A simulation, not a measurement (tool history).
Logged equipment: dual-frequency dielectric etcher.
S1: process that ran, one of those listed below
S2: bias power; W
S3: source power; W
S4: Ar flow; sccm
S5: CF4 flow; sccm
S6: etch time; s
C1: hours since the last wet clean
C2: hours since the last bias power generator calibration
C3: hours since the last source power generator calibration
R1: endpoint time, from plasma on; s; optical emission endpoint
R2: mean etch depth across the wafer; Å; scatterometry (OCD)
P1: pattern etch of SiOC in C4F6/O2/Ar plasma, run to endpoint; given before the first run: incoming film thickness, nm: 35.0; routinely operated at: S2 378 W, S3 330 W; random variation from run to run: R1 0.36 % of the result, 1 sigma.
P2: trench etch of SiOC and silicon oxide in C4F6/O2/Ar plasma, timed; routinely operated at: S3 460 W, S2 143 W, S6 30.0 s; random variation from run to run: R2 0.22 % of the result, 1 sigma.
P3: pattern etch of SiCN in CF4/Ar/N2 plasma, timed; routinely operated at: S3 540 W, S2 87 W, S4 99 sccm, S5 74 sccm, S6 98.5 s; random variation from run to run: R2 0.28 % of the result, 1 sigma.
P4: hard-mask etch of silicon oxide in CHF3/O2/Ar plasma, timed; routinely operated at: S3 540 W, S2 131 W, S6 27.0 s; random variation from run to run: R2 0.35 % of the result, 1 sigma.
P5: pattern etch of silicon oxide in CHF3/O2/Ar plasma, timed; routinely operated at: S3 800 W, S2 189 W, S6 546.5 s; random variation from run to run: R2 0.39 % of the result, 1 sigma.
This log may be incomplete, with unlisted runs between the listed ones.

{"run": 1, "hour": 5.4, "S1": "P1", "S2": 378, "S3": 330, "C1": 165.9, "C2": 795.9, "C3": 1069.7, "R1": 13.448}
{"run": 2, "hour": 10.0, "S1": "P1", "S2": 378, "S3": 330, "C1": 170.5, "C2": 800.5, "C3": 1074.3, "R1": 13.573}
{"run": 3, "hour": 13.5, "S1": "P3", "S2": 87, "S3": 540, "S4": 99, "S5": 74, "S6": 98.5, "C1": 174.0, "C2": 804.0, "C3": 1077.8, "R2": 1050.4}
{"run": 4, "hour": 16.9, "S1": "P3", "S2": 87, "S3": 540, "S4": 61, "S5": 74, "S6": 98.5, "C1": 177.4, "C2": 807.4, "C3": 1081.2, "R2": 1116.6}
{"run": 5, "hour": 20.1, "S1": "P1", "S2": 378, "S3": 330, "C1": 180.6, "C2": 810.6, "C3": 1084.4, "R1": 13.404}
{"run": 6, "hour": 26.0, "S1": "P3", "S2": 87, "S3": 540, "S4": 99, "S5": 74, "S6": 98.5, "C1": 186.5, "C2": 816.5, "C3": 1090.3, "R2": 1046.7}
{"run": 7, "hour": 30.9, "S1": "P2", "S2": 143, "S3": 460, "S6": 30.0, "C1": 191.4, "C2": 821.4, "C3": 1095.2, "R2": 586.76}
{"run": 8, "hour": 36.3, "S1": "P4", "S2": 172, "S3": 540, "S6": 27.0, "C1": 196.8, "C2": 826.8, "C3": 1100.6, "R2": 491.21}
{"run": 9, "hour": 40.7, "S1": "P1", "S2": 514, "S3": 330, "C1": 201.2, "C2": 831.2, "C3": 1105.0, "R1": 12.112}
{"run": 10, "hour": 43.9, "S1": "P1", "S2": 263, "S3": 330, "C1": 204.4, "C2": 834.4, "C3": 1108.2, "R1": 15.327}
{"run": 11, "hour": 48.7, "S1": "P3", "S2": 61, "S3": 540, "S4": 99, "S5": 74, "S6": 98.5, "C1": 209.2, "C2": 839.2, "C3": 1113.0, "R2": 932.23}
{"run": 12, "hour": 53.3, "S1": "P2", "S2": 143, "S3": 460, "S6": 30.0, "C1": 213.8, "C2": 843.8, "C3": 1117.6, "R2": 587.4}
{"run": 13, "hour": 59.7, "S1": "P4", "S2": 131, "S3": 540, "S6": 15.0, "C1": 220.2, "C2": 850.2, "C3": 1124.0, "R2": 248.77}
{"run": 14, "hour": 63.9, "S1": "P5", "S2": 189, "S3": 800, "S6": 546.5, "C1": 224.4, "C2": 854.4, "C3": 1128.2, "R2": 12134.0}
{"run": 15, "hour": 69.2, "S1": "P1", "S2": 378, "S3": 330, "C1": 229.7, "C2": 859.7, "C3": 1133.5, "R1": 13.475}
{"run": 16, "hour": 72.7, "S1": "P2", "S2": 187, "S3": 460, "S6": 30.0, "C1": 233.2, "C2": 863.2, "C3": 1137.0, "R2": 637.06}
{"run": 17, "hour": 76.4, "S1": "P2", "S2": 143, "S3": 460, "S6": 41.0, "C1": 236.9, "C2": 866.9, "C3": 1140.7, "R2": 801.98}
{"run": 18, "hour": 81.0, "S1": "P5", "S2": 189, "S3": 470, "S6": 546.5, "C1": 241.5, "C2": 871.5, "C3": 1145.3, "R2": 10006.0}
{"run": 19, "hour": 84.8, "S1": "P3", "S2": 87, "S3": 540, "S4": 99, "S5": 104, "S6": 98.5, "C1": 245.3, "C2": 875.3, "C3": 1149.1, "R2": 1098.8}
{"run": 20, "hour": 91.6, "S1": "P3", "S2": 87, "S3": 540, "S4": 99, "S5": 74, "S6": 121.5, "C1": 252.1, "C2": 882.1, "C3": 1155.9, "R2": 1293.3}
{"run": 21, "hour": 95.3, "S1": "P5", "S2": 260, "S3": 800, "S6": 546.5, "C1": 255.8, "C2": 885.8, "C3": 1159.6, "R2": 13642.0}
{"hour": 97.8, "done": "bias power generator calibrated"}
{"run": 22, "hour": 99.9, "S1": "P4", "S2": 131, "S3": 720, "S6": 27.0, "C1": 260.4, "C2": 2.1, "C3": 1164.2, "R2": 503.52}
{"run": 23, "hour": 103.2, "S1": "P5", "S2": 189, "S3": 800, "S6": 783.5, "C1": 263.7, "C2": 5.4, "C3": 1167.5, "R2": 17537.0}
{"run": 24, "hour": 108.8, "S1": "P3", "S2": 87, "S3": 410, "S4": 99, "S5": 74, "S6": 98.5, "C1": 269.3, "C2": 11.0, "C3": 1173.1, "R2": 821.52}
{"run": 25, "hour": 112.5, "S1": "P1", "S2": 378, "S3": 260, "C1": 273.0, "C2": 14.7, "C3": 1176.8, "R1": 14.742}
{"run": 26, "hour": 117.9, "S1": "P1", "S2": 508, "S3": 210, "C1": 278.4, "C2": 20.1, "C3": 1182.2, "R1": 14.247}
{"run": 27, "hour": 123.9, "S1": "P1", "S2": 378, "S3": 400, "C1": 284.4, "C2": 26.1, "C3": 1188.2, "R1": 12.602}
{"run": 28, "hour": 130.2, "S1": "P1", "S2": 306, "S3": 240, "C1": 290.7, "C2": 32.4, "C3": 1194.5, "R1": 16.442}
{"run": 29, "hour": 135.4, "S1": "P2", "S2": 143, "S3": 610, "S6": 30.0, "C1": 295.9, "C2": 37.6, "C3": 1199.7, "R2": 654.84}
{"run": 30, "hour": 141.1, "S1": "P4", "S2": 131, "S3": 540, "S6": 27.0, "C1": 301.6, "C2": 43.3, "C3": 1205.4, "R2": 450.35}
{"run": 31, "hour": 147.9, "S1": "P4", "S2": 131, "S3": 540, "S6": 27.0, "C1": 308.4, "C2": 50.1, "C3": 1212.2, "R2": 450.53}
{"run": 32, "hour": 154.3, "S1": "P1", "S2": 378, "S3": 330, "C1": 314.8, "C2": 56.5, "C3": 1218.6, "R1": 13.541}
{"run": 33, "hour": 157.4, "S1": "P1", "S2": 378, "S3": 330, "C1": 317.9, "C2": 59.6, "C3": 1221.7, "R1": 13.568}
{"run": 34, "hour": 162.7, "S1": "P1", "S2": 378, "S3": 330, "C1": 323.2, "C2": 64.9, "C3": 1227.0, "R1": 13.609}
{"run": 35, "hour": 167.5, "S1": "P1", "S2": 378, "S3": 330, "C1": 328.0, "C2": 69.7, "C3": 1231.8, "R1": 13.691}
{"run": 36, "hour": 172.7, "S1": "P1", "S2": 378, "S3": 330, "C1": 333.2, "C2": 74.9, "C3": 1237.0, "R1": 13.699}
{"run": 37, "hour": 178.4, "S1": "P1", "S2": 378, "S3": 330, "C1": 338.9, "C2": 80.6, "C3": 1242.7, "R1": 13.722}
{"hour": 183.4, "done": "wet clean of the chamber"}
{"run": 38, "hour": 184.3, "S1": "P1", "S2": 378, "S3": 330, "C1": 1.0, "C2": 86.5, "C3": 1248.6, "R1": 13.705}
{"run": 39, "hour": 188.9, "S1": "P1", "S2": 378, "S3": 330, "C1": 5.6, "C2": 91.1, "C3": 1253.2, "R1": 13.679}
{"run": 40, "hour": 192.9, "S1": "P1", "S2": 378, "S3": 330, "C1": 9.6, "C2": 95.1, "C3": 1257.2, "R1": 13.73}
{"run": 41, "hour": 198.9, "S1": "P1", "S2": 378, "S3": 330, "C1": 15.6, "C2": 101.1, "C3": 1263.2, "R1": 13.806}

P1 has crept away from where it was. The log is fitted equally well by each of these 2 causes, at the sizes shown:
A: bias power that arrives under what is set, % = 4.83
B: source power that arrives under what is set, % = 4.68
The drift started at roughly hour 154.3.
Each remaining cause and why it is not a fit:
chamber walls in a state that lowers the etch rate, %: maintenance at hour 183.4, after the shift began, did not return the process to its former output

Consider the 4 single-wafer check runs listed below, results given as question marks: which one distinguishes between the causes by giving clearly different results for each?
{"run": "check 1", "hour": 204.9, "S1": "P2", "S2": 184, "S3": 460, "S6": 37.5, "R2": "?"}
{"run": "check 2", "hour": 204.9, "S1": "P5", "S2": 217, "S3": 800, "S6": 546.5, "R2": "?"}
{"run": "check 3", "hour": 204.9, "S1": "P4", "S2": 131, "S3": 670, "S6": 15.5, "R2": "?"}
{"run": "check 4", "hour": 204.9, "S1": "P3", "S2": 87, "S3": 540, "S4": 63, "S5": 103, "S6": 98.5, "R2": "?"}

Predicted outcomes, by check and by cause:
check=check_1 result=R2 if_A=780.10 if_B=777.62
check=check_2 result=R2 if_A=12626.00 if_B=12608.00
check=check_3 result=R2 if_A=276.06 if_B=275.12
check=check_4 result=R2 if_A=1138.30 if_B=1108.20
Separation of the two closest causes in each check, using whichever result separates them best: check 1 0.32 %; check 2 0.14 %; check 3 0.34 %; check 4 2.68 %
Only in check 4 would the causes give clearly different results; in the remaining checks their results would be nearly the same.

Running check 4 produced the following: R2 1132.50 Å. Which one of the listed causes fits?

It was cause A: bias power that arrives under what is set, %.

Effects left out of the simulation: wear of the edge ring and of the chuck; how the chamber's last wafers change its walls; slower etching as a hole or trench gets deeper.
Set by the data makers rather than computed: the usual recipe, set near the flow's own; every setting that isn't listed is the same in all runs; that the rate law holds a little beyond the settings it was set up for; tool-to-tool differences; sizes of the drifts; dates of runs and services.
